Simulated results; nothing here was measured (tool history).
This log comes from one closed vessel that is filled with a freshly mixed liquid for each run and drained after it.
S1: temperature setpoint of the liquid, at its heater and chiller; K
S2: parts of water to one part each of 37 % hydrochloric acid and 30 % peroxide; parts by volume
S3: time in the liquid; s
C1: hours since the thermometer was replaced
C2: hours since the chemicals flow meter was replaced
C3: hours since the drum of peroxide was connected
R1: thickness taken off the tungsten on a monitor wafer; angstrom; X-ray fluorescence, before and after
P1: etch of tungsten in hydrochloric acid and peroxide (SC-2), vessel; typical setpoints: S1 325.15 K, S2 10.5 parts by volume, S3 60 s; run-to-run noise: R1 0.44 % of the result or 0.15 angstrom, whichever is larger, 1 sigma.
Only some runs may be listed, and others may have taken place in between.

| run | hour | S1 | S2 | S3 | C1 | C2 | C3 | R1 |
|---|---|---|---|---|---|---|---|---|
| 1 | 6.8 | 325.15 | 10.5 | 60 | 431.9 | 312.6 | 945.7 | 92.522 |
| 2 | 18.6 | 325.15 | 10.5 | 60 | 443.7 | 324.4 | 957.5 | 91.536 |
| 3 | 27.7 | 325.15 | 10.5 | 30 | 452.8 | 333.5 | 966.6 | 45.642 |
| 4 | 37 | 325.15 | 4.5 | 115 | 462.1 | 342.8 | 975.9 | 338.55 |
|  | 40.6 | chemicals flow meter replaced |
| 5 | 46 | 334.65 | 10.5 | 60 | 471.1 | 5.5 | 984.9 | 167.92 |
| 6 | 58.4 | 325.15 | 10.5 | 60 | 483.5 | 17.9 | 997.3 | 91.678 |
| 7 | 65.6 | 312.65 | 10.5 | 60 | 490.7 | 25.1 | 1004.5 | 39.093 |
| 8 | 77.2 | 325.15 | 4 | 60 | 502.3 | 36.7 | 1016.1 | 190.59 |
| 9 | 87.3 | 325.15 | 14 | 30 | 512.4 | 46.8 | 1026.2 | 36.021 |
| 10 | 93.8 | 325.15 | 10.5 | 60 | 518.9 | 53.3 | 1032.7 | 91.575 |
| 11 | 107.6 | 325.15 | 10.5 | 60 | 532.7 | 67.1 | 1046.5 | 91.808 |
| 12 | 117.9 | 325.15 | 10.5 | 90 | 543 | 77.4 | 1056.8 | 138.03 |
| 13 | 124.5 | 325.15 | 18.5 | 60 | 549.6 | 84 | 1063.4 | 56.137 |
| 14 | 137.9 | 325.15 | 10.5 | 60 | 563 | 97.4 | 1076.8 | 90.611 |
| 15 | 146.4 | 325.15 | 10.5 | 60 | 571.5 | 105.9 | 1085.3 | 92.555 |
| 16 | 159 | 325.15 | 10.5 | 60 | 584.1 | 118.5 | 1097.9 | 95.615 |
| 17 | 169.4 | 325.15 | 10.5 | 60 | 594.5 | 128.9 | 1108.3 | 97.808 |
| 18 | 183.2 | 325.15 | 10.5 | 60 | 608.3 | 142.7 | 1122.1 | 98.635 |
| 19 | 196.9 | 325.15 | 10.5 | 60 | 622 | 156.4 | 1135.8 | 99.135 |
| 20 | 208.1 | 325.15 | 10.5 | 60 | 633.2 | 167.6 | 1147 | 99.952 |

Run 21 is up next; what results do you expect?
| 21 | 220.3 | 325.15 | 10.5 | 60 | 645.4 | 179.8 | 1159.2 | ? |

Run 21 measured R1 100.15 angstrom.

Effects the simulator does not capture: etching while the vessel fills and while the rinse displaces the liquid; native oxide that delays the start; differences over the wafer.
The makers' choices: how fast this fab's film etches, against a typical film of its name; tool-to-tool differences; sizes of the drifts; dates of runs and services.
